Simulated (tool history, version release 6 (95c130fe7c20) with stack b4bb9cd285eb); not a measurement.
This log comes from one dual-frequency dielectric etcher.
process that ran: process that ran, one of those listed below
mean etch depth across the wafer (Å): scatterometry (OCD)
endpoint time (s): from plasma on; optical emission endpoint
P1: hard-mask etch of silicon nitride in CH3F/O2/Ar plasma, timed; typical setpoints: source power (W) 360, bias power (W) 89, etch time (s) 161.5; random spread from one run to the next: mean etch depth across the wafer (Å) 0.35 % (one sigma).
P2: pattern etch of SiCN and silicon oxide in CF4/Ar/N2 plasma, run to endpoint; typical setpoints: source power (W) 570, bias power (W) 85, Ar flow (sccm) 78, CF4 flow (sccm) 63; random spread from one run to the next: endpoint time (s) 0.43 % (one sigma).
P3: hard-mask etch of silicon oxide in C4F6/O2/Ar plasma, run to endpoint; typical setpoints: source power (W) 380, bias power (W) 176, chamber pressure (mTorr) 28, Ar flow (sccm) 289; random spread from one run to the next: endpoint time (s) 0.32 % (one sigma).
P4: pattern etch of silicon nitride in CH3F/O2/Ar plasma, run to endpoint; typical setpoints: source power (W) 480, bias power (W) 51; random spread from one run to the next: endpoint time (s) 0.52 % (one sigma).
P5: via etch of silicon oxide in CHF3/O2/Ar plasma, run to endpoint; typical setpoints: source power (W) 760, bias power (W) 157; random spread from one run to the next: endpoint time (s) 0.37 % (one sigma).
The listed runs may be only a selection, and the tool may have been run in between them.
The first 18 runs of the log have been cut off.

run,day,process that ran,source power (W),bias power (W),etch time (s),chamber pressure (mTorr),Ar flow (sccm),CF4 flow (sccm),hours since the last wet clean,hours since the last source power generator calibration,hours since the last bias power generator calibration,mean etch depth across the wafer (Å),endpoint time (s)
19,10.858,P1,240,89,161.5,,,,317.2,1178.6,667,1029.3,
20,11.479,P2,570,85,,,78,63,332.1,1193.5,681.9,,16.048
21,12.058,P5,760,103,,,,,346,1207.4,695.8,,290.08
# day 12.325: source power generator calibrated
22,12.704,P3,380,176,,28,199,,361.5,9.2,711.3,,70.351
23,13.238,P1,360,53,161.5,,,,374.3,22,724.1,999.73,
24,13.583,P4,570,51,,,,,382.6,30.3,732.4,,67.706
25,14.104,P1,500,89,229.5,,,,395.1,42.8,744.9,1925.6,
26,14.7,P1,360,89,161.5,,,,409.4,57.1,759.2,1200,
27,15.138,P1,360,89,161.5,,,,419.9,67.6,769.7,1199,
28,15.762,P1,360,89,237,,,,434.9,82.6,784.7,1753.3,
29,16.517,P3,380,142,,28,289,,453,100.7,802.8,,78.165
30,17.212,P2,570,85,,,78,85,469.7,117.4,819.5,,15.336
31,17.579,P2,570,85,,,78,63,478.5,126.2,828.3,,15.95
32,18.254,P2,570,85,,,49,63,494.7,142.4,844.5,,15.17

What does the tool deliver on the next run?
33,18.612,P1,360,89,161.5,,,,503.3,151,853.1,?,

mean etch depth across the wafer (Å): 1194.3
